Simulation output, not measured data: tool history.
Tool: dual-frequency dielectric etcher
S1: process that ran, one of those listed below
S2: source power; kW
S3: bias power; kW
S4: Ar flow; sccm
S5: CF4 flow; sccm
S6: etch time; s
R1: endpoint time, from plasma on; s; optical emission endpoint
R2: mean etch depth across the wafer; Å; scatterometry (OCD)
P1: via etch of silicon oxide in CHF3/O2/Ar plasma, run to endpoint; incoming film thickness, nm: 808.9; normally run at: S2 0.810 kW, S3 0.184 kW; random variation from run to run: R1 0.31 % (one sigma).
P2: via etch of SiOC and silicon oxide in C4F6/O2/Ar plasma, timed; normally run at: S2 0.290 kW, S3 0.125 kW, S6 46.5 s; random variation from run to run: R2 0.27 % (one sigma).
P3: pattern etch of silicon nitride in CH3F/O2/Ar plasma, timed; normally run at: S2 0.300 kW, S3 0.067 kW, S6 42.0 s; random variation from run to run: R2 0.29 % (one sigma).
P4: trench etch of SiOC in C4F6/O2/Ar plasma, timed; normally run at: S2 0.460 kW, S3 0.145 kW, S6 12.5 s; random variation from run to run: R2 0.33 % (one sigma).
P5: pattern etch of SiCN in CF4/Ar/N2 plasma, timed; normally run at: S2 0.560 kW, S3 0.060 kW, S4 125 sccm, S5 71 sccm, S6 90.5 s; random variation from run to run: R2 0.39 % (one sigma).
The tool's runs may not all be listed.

Run 1, hour 8.4: S1 P1, S2 0.810 kW, S3 0.184 kW. Result: R1 355.35 s.
Run 2, hour 17.0: S1 P5, S2 0.560 kW, S3 0.060 kW, S4 125 sccm, S5 89 sccm, S6 90.5 s. Result: R2 900.55 Å.
Run 3, hour 26.5: S1 P2, S2 0.210 kW, S3 0.125 kW, S6 46.5 s. Result: R2 374.19 Å.
Run 4, hour 36.2: S1 P1, S2 0.810 kW, S3 0.254 kW. Result: R1 319.46 s.
Run 5, hour 42.5: S1 P1, S2 0.600 kW, S3 0.118 kW. Result: R1 463.50 s.
Run 6, hour 53.8: S1 P1, S2 0.810 kW, S3 0.184 kW. Result: R1 357.05 s.
Run 7, hour 59.9: S1 P5, S2 0.560 kW, S3 0.060 kW, S4 125 sccm, S5 71 sccm, S6 90.5 s. Result: R2 866.18 Å.
Run 8, hour 71.1: S1 P1, S2 1.150 kW, S3 0.184 kW. Result: R1 310.36 s.
Run 9, hour 81.0: S1 P4, S2 0.460 kW, S3 0.145 kW, S6 7.5 s. Result: R2 154.59 Å.
Run 10, hour 87.8: S1 P3, S2 0.300 kW, S3 0.067 kW, S6 23.0 s. Result: R2 141.52 Å.
Run 11, hour 97.7: S1 P3, S2 0.300 kW, S3 0.067 kW, S6 42.0 s. Result: R2 258.24 Å.
Run 12, hour 103.8: S1 P5, S2 0.560 kW, S3 0.060 kW, S4 148 sccm, S5 71 sccm, S6 90.5 s. Result: R2 834.87 Å.
Run 13, hour 111.9: S1 P5, S2 0.560 kW, S3 0.037 kW, S4 125 sccm, S5 71 sccm, S6 90.5 s. Result: R2 744.17 Å.
Run 14, hour 119.5: S1 P5, S2 0.360 kW, S3 0.060 kW, S4 125 sccm, S5 71 sccm, S6 90.5 s. Result: R2 588.08 Å.
Run 15, hour 126.2: S1 P2, S2 0.290 kW, S3 0.172 kW, S6 46.5 s. Result: R2 468.38 Å.
Run 16, hour 138.6: S1 P1, S2 0.810 kW, S3 0.124 kW. Result: R1 404.74 s.
Run 17, hour 147.1: S1 P1, S2 0.810 kW, S3 0.184 kW. Result: R1 355.85 s.
Run 18, hour 155.7: S1 P1, S2 0.810 kW, S3 0.184 kW. Result: R1 355.71 s.
Run 19, hour 168.1: S1 P1, S2 0.620 kW, S3 0.256 kW. Result: R1 353.27 s.
Run 20, hour 180.6: S1 P2, S2 0.290 kW, S3 0.125 kW, S6 25.5 s. Result: R2 231.34 Å.
Run 21, hour 190.5: S1 P1, S2 0.810 kW, S3 0.184 kW. Result: R1 355.05 s.
Run 22, hour 196.3: S1 P4, S2 0.460 kW, S3 0.145 kW, S6 12.5 s. Result: R2 256.96 Å.
Run 23, hour 209.2: S1 P4, S2 0.460 kW, S3 0.182 kW, S6 12.5 s. Result: R2 274.62 Å.
Run 24, hour 218.7: S1 P3, S2 0.300 kW, S3 0.086 kW, S6 42.0 s. Result: R2 280.88 Å.
Run 25, hour 225.3: S1 P5, S2 0.560 kW, S3 0.060 kW, S4 125 sccm, S5 71 sccm, S6 115.0 s. Result: R2 1103.90 Å.
Run 26, hour 235.6: S1 P1, S2 0.480 kW, S3 0.184 kW. Result: R1 437.51 s.
Run 27, hour 245.7: S1 P4, S2 0.260 kW, S3 0.145 kW, S6 12.5 s. Result: R2 204.86 Å.
Run 28, hour 258.3: S1 P3, S2 0.300 kW, S3 0.067 kW, S6 42.0 s. Result: R2 258.29 Å.
Run 29, hour 265.1: S1 P1, S2 1.060 kW, S3 0.214 kW. Result: R1 307.01 s.
Run 30, hour 271.1: S1 P1, S2 0.810 kW, S3 0.184 kW. Result: R1 356.56 s.
Run 31, hour 277.8: S1 P2, S2 0.290 kW, S3 0.125 kW, S6 46.5 s. Result: R2 423.12 Å.
Run 32, hour 287.9: S1 P3, S2 0.180 kW, S3 0.067 kW, S6 42.0 s. Result: R2 211.76 Å.
Run 33, hour 294.4: S1 P1, S2 0.810 kW, S3 0.184 kW. Result: R1 355.50 s.
Run 34, hour 305.1: S1 P1, S2 0.810 kW, S3 0.184 kW. Result: R1 354.52 s.
Run 35, hour 316.7: S1 P1, S2 0.810 kW, S3 0.184 kW. Result: R1 352.26 s.
Run 36, hour 326.4: S1 P1, S2 0.810 kW, S3 0.184 kW. Result: R1 352.71 s.
At hour 337.6: wet clean of the chamber.
Run 37, hour 339.4: S1 P1, S2 0.810 kW, S3 0.184 kW. Result: R1 350.19 s.
Run 38, hour 348.0: S1 P1, S2 0.810 kW, S3 0.184 kW. Result: R1 353.15 s.
Run 39, hour 355.5: S1 P1, S2 0.810 kW, S3 0.184 kW. Result: R1 351.16 s.

What P1 gives has crept away from where it was. These 2 causes fit the log equally well, each at the size given:
A: bias power that arrives over what is set, % = 4.73
B: source power that arrives over what is set, % = 4.07
The creep began at about hour 294.4.
Why every other cause is out:
chamber walls in a state that raises the etch rate, %: serviced at hour 337.6, which brought nothing back

4 check runs are offered, each on 2 wafers whose results are averaged, their results left as question marks. Which one tells the causes apart?
Run check 1, hour 363.0: S1 P3, S2 0.300 kW, S3 0.084 kW, S6 23.0 s. Result: R2 ?.
Run check 2, hour 363.0: S1 P5, S2 0.560 kW, S3 0.038 kW, S4 125 sccm, S5 71 sccm, S6 90.5 s. Result: R2 ?.
Run check 3, hour 363.0: S1 P2, S2 0.210 kW, S3 0.125 kW, S6 25.5 s. Result: R2 ?.
Run check 4, hour 363.0: S1 P4, S2 0.290 kW, S3 0.145 kW, S6 8.0 s. Result: R2 ?.

What each check would give under each cause:
  check  result    if A    if B
check 1      R2  155.69  155.40
check 2      R2  758.12  774.69
check 3      R2  208.15  208.37
check 4      R2  138.93  139.10
How far apart the two closest causes lie, in the result that separates them most: check 1 0.19 %; check 2 2.16 %; check 3 0.11 %; check 4 0.13 %
Only check 2 tells the causes apart: in the others they would give nearly the same result.

Then check 2 was run and gave: R2 773.41 Å. Which cause is it?

It is B: source power that arrives over what is set, %.
